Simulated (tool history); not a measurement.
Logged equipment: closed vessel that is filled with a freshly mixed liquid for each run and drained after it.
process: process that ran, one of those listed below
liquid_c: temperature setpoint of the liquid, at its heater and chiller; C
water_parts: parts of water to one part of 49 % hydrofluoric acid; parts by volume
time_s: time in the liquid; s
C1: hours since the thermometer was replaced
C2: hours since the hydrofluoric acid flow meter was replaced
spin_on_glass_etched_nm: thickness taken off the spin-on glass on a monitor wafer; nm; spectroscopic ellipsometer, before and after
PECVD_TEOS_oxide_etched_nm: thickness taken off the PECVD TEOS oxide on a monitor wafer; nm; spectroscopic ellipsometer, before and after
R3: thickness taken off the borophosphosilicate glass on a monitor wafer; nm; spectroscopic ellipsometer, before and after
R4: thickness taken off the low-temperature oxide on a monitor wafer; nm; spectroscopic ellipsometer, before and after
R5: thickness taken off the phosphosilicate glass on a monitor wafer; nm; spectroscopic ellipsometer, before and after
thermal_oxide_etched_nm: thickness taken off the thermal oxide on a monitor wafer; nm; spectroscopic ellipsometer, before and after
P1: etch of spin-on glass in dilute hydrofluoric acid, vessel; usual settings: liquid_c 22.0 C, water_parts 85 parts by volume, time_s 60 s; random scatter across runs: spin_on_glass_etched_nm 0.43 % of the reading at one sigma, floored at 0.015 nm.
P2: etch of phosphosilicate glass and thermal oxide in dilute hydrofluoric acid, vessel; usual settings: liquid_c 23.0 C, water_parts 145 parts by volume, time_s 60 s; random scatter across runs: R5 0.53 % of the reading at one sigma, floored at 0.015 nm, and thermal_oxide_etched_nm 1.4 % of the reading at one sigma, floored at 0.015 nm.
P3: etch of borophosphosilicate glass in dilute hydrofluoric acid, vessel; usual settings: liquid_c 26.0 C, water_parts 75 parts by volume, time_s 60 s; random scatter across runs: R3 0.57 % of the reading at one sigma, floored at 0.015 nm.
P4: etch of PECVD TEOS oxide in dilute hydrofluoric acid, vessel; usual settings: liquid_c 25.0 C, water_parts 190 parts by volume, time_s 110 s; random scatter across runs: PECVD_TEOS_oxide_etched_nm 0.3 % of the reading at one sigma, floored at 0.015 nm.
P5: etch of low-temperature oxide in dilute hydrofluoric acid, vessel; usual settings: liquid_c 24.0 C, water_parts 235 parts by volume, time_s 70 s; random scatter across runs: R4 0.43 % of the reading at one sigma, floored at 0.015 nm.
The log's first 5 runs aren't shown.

{"run": 6, "day": 1.158, "process": "P1", "liquid_c": 22.0, "water_parts": 85, "time_s": 60, "C1": 156.9, "C2": 1341.0, "spin_on_glass_etched_nm": 35.276}
{"run": 7, "day": 1.321, "process": "P1", "liquid_c": 17.5, "water_parts": 85, "time_s": 105, "C1": 160.8, "C2": 1344.9, "spin_on_glass_etched_nm": 51.048}
{"run": 8, "day": 1.483, "process": "P1", "liquid_c": 17.0, "water_parts": 20, "time_s": 60, "C1": 164.7, "C2": 1348.8, "spin_on_glass_etched_nm": 130.83}
{"run": 9, "day": 1.612, "process": "P5", "liquid_c": 24.0, "water_parts": 415, "time_s": 70, "C1": 167.8, "C2": 1351.9, "R4": 2.39}
{"run": 10, "day": 1.771, "process": "P4", "liquid_c": 25.0, "water_parts": 190, "time_s": 110, "C1": 171.6, "C2": 1355.7, "PECVD_TEOS_oxide_etched_nm": 10.955}
{"run": 11, "day": 1.942, "process": "P2", "liquid_c": 23.0, "water_parts": 145, "time_s": 60, "C1": 175.7, "C2": 1359.8, "R5": 63.751, "thermal_oxide_etched_nm": 1.8011}
{"run": 12, "day": 2.154, "process": "P2", "liquid_c": 23.0, "water_parts": 145, "time_s": 30, "C1": 180.8, "C2": 1364.9, "R5": 32.082, "thermal_oxide_etched_nm": 0.89633}
{"run": 13, "day": 2.329, "process": "P1", "liquid_c": 22.0, "water_parts": 85, "time_s": 60, "C1": 185.0, "C2": 1369.1, "spin_on_glass_etched_nm": 35.419}
{"run": 14, "day": 2.558, "process": "P1", "liquid_c": 22.0, "water_parts": 85, "time_s": 60, "C1": 190.5, "C2": 1374.6, "spin_on_glass_etched_nm": 35.36}
{"run": 15, "day": 2.675, "process": "P1", "liquid_c": 22.0, "water_parts": 140, "time_s": 60, "C1": 193.3, "C2": 1377.4, "spin_on_glass_etched_nm": 20.095}
{"run": 16, "day": 2.904, "process": "P5", "liquid_c": 24.0, "water_parts": 235, "time_s": 30, "C1": 198.8, "C2": 1382.9, "R4": 2.1319}
{"run": 17, "day": 3.033, "process": "P1", "liquid_c": 29.5, "water_parts": 145, "time_s": 60, "C1": 201.9, "C2": 1386.0, "spin_on_glass_etched_nm": 25.4}
{"run": 18, "day": 3.233, "process": "P2", "liquid_c": 23.0, "water_parts": 35, "time_s": 60, "C1": 206.7, "C2": 1390.8, "R5": 302.49, "thermal_oxide_etched_nm": 8.382}
{"run": 19, "day": 3.429, "process": "P5", "liquid_c": 18.0, "water_parts": 235, "time_s": 70, "C1": 211.4, "C2": 1395.5, "R4": 3.9666}
{"run": 20, "day": 3.621, "process": "P3", "liquid_c": 26.0, "water_parts": 75, "time_s": 95, "C1": 216.0, "C2": 1400.1, "R3": 79.96}
{"run": 21, "day": 3.792, "process": "P1", "liquid_c": 22.0, "water_parts": 85, "time_s": 60, "C1": 220.1, "C2": 1404.2, "spin_on_glass_etched_nm": 35.351}
{"run": 22, "day": 3.979, "process": "P2", "liquid_c": 29.0, "water_parts": 145, "time_s": 60, "C1": 224.6, "C2": 1408.7, "R5": 80.62, "thermal_oxide_etched_nm": 2.2245}
{"run": 23, "day": 4.15, "process": "P1", "liquid_c": 17.0, "water_parts": 85, "time_s": 60, "C1": 228.7, "C2": 1412.8, "spin_on_glass_etched_nm": 28.687}
{"run": 24, "day": 4.35, "process": "P2", "liquid_c": 23.0, "water_parts": 145, "time_s": 60, "C1": 233.5, "C2": 1417.6, "R5": 63.993, "thermal_oxide_etched_nm": 1.7718}
{"run": 25, "day": 4.462, "process": "P1", "liquid_c": 26.5, "water_parts": 85, "time_s": 60, "C1": 236.2, "C2": 1420.3, "spin_on_glass_etched_nm": 42.418}
{"run": 26, "day": 4.638, "process": "P1", "liquid_c": 22.0, "water_parts": 85, "time_s": 90, "C1": 240.4, "C2": 1424.5, "spin_on_glass_etched_nm": 52.482}
{"run": 27, "day": 4.754, "process": "P5", "liquid_c": 24.0, "water_parts": 235, "time_s": 70, "C1": 243.2, "C2": 1427.3, "R4": 4.9535}
{"run": 28, "day": 4.871, "process": "P3", "liquid_c": 33.5, "water_parts": 75, "time_s": 60, "C1": 246.0, "C2": 1430.1, "R3": 66.81}
{"run": 29, "day": 5.079, "process": "P1", "liquid_c": 22.0, "water_parts": 85, "time_s": 30, "C1": 251.0, "C2": 1435.1, "spin_on_glass_etched_nm": 17.599}

The next listed run, before its measurement:
{"run": 30, "day": 5.317, "process": "P4", "liquid_c": 25.0, "water_parts": 190, "time_s": 30, "C1": 256.7, "C2": 1440.8, "PECVD_TEOS_oxide_etched_nm": "?"}

For run 30 the tool returned PECVD_TEOS_oxide_etched_nm 2.9525 nm.
